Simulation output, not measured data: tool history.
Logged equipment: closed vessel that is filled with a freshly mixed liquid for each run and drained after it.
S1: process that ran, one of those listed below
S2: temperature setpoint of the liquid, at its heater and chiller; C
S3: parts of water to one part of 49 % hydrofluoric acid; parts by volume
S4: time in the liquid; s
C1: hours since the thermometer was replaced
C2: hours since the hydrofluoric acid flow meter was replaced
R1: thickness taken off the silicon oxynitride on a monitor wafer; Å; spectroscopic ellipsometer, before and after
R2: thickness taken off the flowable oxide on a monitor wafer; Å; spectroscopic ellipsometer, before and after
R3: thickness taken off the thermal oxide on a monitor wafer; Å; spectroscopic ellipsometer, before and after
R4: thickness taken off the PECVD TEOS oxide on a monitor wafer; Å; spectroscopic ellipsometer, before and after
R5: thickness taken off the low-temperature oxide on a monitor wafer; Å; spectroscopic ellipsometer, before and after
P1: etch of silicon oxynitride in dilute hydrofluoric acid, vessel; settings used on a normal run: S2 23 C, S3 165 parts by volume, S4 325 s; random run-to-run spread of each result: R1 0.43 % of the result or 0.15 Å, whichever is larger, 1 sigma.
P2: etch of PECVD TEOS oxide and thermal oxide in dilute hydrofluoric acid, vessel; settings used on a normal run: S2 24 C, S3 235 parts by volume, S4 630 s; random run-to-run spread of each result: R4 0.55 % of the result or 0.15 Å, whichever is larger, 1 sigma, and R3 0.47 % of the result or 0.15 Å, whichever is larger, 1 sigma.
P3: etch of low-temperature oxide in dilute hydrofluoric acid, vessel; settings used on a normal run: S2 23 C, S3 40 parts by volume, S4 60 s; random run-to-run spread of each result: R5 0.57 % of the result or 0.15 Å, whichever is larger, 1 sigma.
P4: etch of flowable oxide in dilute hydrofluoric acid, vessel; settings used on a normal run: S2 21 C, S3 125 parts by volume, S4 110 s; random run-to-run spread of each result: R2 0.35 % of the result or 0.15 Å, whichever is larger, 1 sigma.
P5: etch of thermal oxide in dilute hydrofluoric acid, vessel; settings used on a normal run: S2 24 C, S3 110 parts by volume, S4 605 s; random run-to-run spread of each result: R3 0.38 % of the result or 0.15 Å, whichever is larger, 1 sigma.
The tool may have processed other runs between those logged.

Run 1, hour 7.7: S1 P1, S2 23 C, S3 165 parts by volume, S4 325 s; C1 768.7; C2 1001.1. Result: R1 64.621 Å.
Run 2, hour 14.4: S1 P4, S2 21 C, S3 125 parts by volume, S4 110 s; C1 775.4; C2 1007.8. Result: R2 333.45 Å.
Run 3, hour 25: S1 P1, S2 23 C, S3 165 parts by volume, S4 495 s; C1 786; C2 1018.4. Result: R1 97.385 Å.
Run 4, hour 31: S1 P5, S2 24 C, S3 110 parts by volume, S4 605 s; C1 792; C2 1024.4. Result: R3 259.61 Å.
Run 5, hour 42.4: S1 P5, S2 24 C, S3 30 parts by volume, S4 605 s; C1 803.4; C2 1035.8. Result: R3 1052.2 Å.
Run 6, hour 53.2: S1 P4, S2 21 C, S3 55 parts by volume, S4 110 s; C1 814.2; C2 1046.6. Result: R2 826.73 Å.
Run 7, hour 61.8: S1 P1, S2 23 C, S3 165 parts by volume, S4 325 s; C1 822.8; C2 1055.2. Result: R1 64.49 Å.
Run 8, hour 69.9: S1 P2, S2 24 C, S3 235 parts by volume, S4 630 s; C1 830.9; C2 1063.3. Result: R3 111.1 Å, R4 347.11 Å.
Run 9, hour 81.1: S1 P5, S2 24 C, S3 110 parts by volume, S4 285 s; C1 842.1; C2 1074.5. Result: R3 123.89 Å.
Run 10, hour 91: S1 P4, S2 17 C, S3 125 parts by volume, S4 110 s; C1 852; C2 1084.4. Result: R2 286.83 Å.
Run 11, hour 97.2: S1 P1, S2 23 C, S3 90 parts by volume, S4 325 s; C1 858.2; C2 1090.6. Result: R1 124.78 Å.
Run 12, hour 106.4: S1 P1, S2 23 C, S3 165 parts by volume, S4 325 s; C1 867.4; C2 1099.8. Result: R1 64.298 Å.
Run 13, hour 111.5: S1 P1, S2 23 C, S3 165 parts by volume, S4 325 s; C1 872.5; C2 1104.9. Result: R1 64.327 Å.
Run 14, hour 122.2: S1 P1, S2 23 C, S3 165 parts by volume, S4 325 s; C1 883.2; C2 1115.6. Result: R1 64.1 Å.
Run 15, hour 130.6: S1 P1, S2 18.5 C, S3 165 parts by volume, S4 325 s; C1 891.6; C2 1124. Result: R1 52.361 Å.
Run 16, hour 141.2: S1 P2, S2 29.5 C, S3 235 parts by volume, S4 630 s; C1 902.2; C2 1134.6. Result: R3 133.91 Å, R4 417.71 Å.
Run 17, hour 150.6: S1 P3, S2 23 C, S3 40 parts by volume, S4 60 s; C1 911.6; C2 1144. Result: R5 447.66 Å.
Run 18, hour 156.9: S1 P1, S2 27 C, S3 165 parts by volume, S4 325 s; C1 917.9; C2 1150.3. Result: R1 77.058 Å.
Run 19, hour 167.9: S1 P4, S2 21 C, S3 125 parts by volume, S4 30 s; C1 928.9; C2 1161.3. Result: R2 91.262 Å.
Run 20, hour 177.6: S1 P2, S2 24 C, S3 365 parts by volume, S4 630 s; C1 938.6; C2 1171. Result: R3 63.169 Å, R4 196.04 Å.
Run 21, hour 184.1: S1 P3, S2 23 C, S3 40 parts by volume, S4 105 s; C1 945.1; C2 1177.5. Result: R5 773.89 Å.
Run 22, hour 192.3: S1 P3, S2 17 C, S3 40 parts by volume, S4 60 s; C1 953.3; C2 1185.7. Result: R5 340.64 Å.
Run 23, hour 203.7: S1 P1, S2 23 C, S3 245 parts by volume, S4 325 s; C1 964.7; C2 1197.1. Result: R1 41.139 Å.
Run 24, hour 212.7: S1 P1, S2 23 C, S3 165 parts by volume, S4 325 s; C1 973.7; C2 1206.1. Result: R1 64.609 Å.
Run 25, hour 218.8: S1 P5, S2 17 C, S3 110 parts by volume, S4 605 s; C1 979.8; C2 1212.2. Result: R3 194.59 Å.
Run 26, hour 228.4: S1 P1, S2 23 C, S3 165 parts by volume, S4 100 s; C1 989.4; C2 1221.8. Result: R1 19.978 Å.
Run 27, hour 239.8: S1 P3, S2 23 C, S3 20 parts by volume, S4 60 s; C1 1000.8; C2 1233.2. Result: R5 909.2 Å.
At hour 240.8: thermometer replaced.
Run 28, hour 250.7: S1 P2, S2 24 C, S3 235 parts by volume, S4 630 s; C1 10; C2 1244.1. Result: R3 111.1 Å, R4 349.87 Å.
Run 29, hour 256.9: S1 P2, S2 24 C, S3 235 parts by volume, S4 265 s; C1 16.2; C2 1250.3. Result: R3 47.121 Å, R4 146.5 Å.
Run 30, hour 264.8: S1 P5, S2 24 C, S3 110 parts by volume, S4 605 s; C1 24.1; C2 1258.2. Result: R3 260.23 Å.
Run 31, hour 275.1: S1 P1, S2 17.5 C, S3 165 parts by volume, S4 555 s; C1 34.4; C2 1268.5. Result: R1 85.678 Å.
Run 32, hour 282.4: S1 P1, S2 23 C, S3 165 parts by volume, S4 325 s; C1 41.7; C2 1275.8. Result: R1 64.687 Å.
Run 33, hour 293: S1 P1, S2 23 C, S3 165 parts by volume, S4 325 s; C1 52.3; C2 1286.4. Result: R1 67.04 Å.
Run 34, hour 299.7: S1 P1, S2 23 C, S3 165 parts by volume, S4 325 s; C1 59; C2 1293.1. Result: R1 68.041 Å.
Run 35, hour 306.9: S1 P1, S2 23 C, S3 165 parts by volume, S4 325 s; C1 66.2; C2 1300.3. Result: R1 68.878 Å.
Run 36, hour 312.5: S1 P1, S2 23 C, S3 165 parts by volume, S4 325 s; C1 71.8; C2 1305.9. Result: R1 69.391 Å.
Run 37, hour 319.9: S1 P1, S2 23 C, S3 165 parts by volume, S4 325 s; C1 79.2; C2 1313.3. Result: R1 70.414 Å.
Run 38, hour 327.8: S1 P1, S2 23 C, S3 165 parts by volume, S4 325 s; C1 87.1; C2 1321.2. Result: R1 69.529 Å.
Run 39, hour 337.6: S1 P1, S2 23 C, S3 165 parts by volume, S4 325 s; C1 96.9; C2 1331. Result: R1 70.14 Å.
Run 40, hour 345.5: S1 P1, S2 23 C, S3 165 parts by volume, S4 325 s; C1 104.8; C2 1338.9. Result: R1 70.256 Å.
Run 41, hour 356.8: S1 P1, S2 23 C, S3 165 parts by volume, S4 325 s; C1 116.1; C2 1350.2. Result: R1 70.915 Å.
Run 42, hour 364.7: S1 P1, S2 23 C, S3 165 parts by volume, S4 325 s; C1 124; C2 1358.1. Result: R1 70.739 Å.

What P1 gives has crept away from where it was. These 2 causes fit the log equally well, each at the size given:
A: hydrofluoric acid flow above the setpoint (%) = 8.66
B: liquid hotter than its thermometer reads (K) = 2.05
The creep began at about hour 282.4.

Question marks stand in for the results of the 4 check runs listed below, each run on one wafer. Under which run would the listed causes show clearly different results?
Run check 1, hour 372.6: S1 P2, S2 28 C, S3 235 parts by volume, S4 630 s. Result: R3 ?, R4 ?.
Run check 2, hour 372.6: S1 P3, S2 19.5 C, S3 20 parts by volume, S4 60 s. Result: R5 ?.
Run check 3, hour 372.6: S1 P4, S2 17 C, S3 125 parts by volume, S4 50 s. Result: R2 ?.
Run check 4, hour 372.6: S1 P5, S2 17.5 C, S3 110 parts by volume, S4 605 s. Result: R3 ?.

Check results expected under each cause:
  check  result    if A    if B
check 1      R3  141.76  136.94
check 1      R4  443.72  428.63
check 2      R5  851.08   854.5
check 3      R2   141.9  140.67
check 4      R3  219.28  217.66
Distance between the nearest two causes, measured in the result of the check that separates them most: check 1 3.46 %; check 2 0.4 %; check 3 0.87 %; check 4 0.74 %
Check 1 is the one run that separates the causes; every other check would come out nearly the same whichever cause is at work.

With check 1 done, the readings were: R3 140.98 Å; R4 448.14 Å. Identify which of the listed causes applies.

The cause is A: hydrofluoric acid flow above the setpoint (%).

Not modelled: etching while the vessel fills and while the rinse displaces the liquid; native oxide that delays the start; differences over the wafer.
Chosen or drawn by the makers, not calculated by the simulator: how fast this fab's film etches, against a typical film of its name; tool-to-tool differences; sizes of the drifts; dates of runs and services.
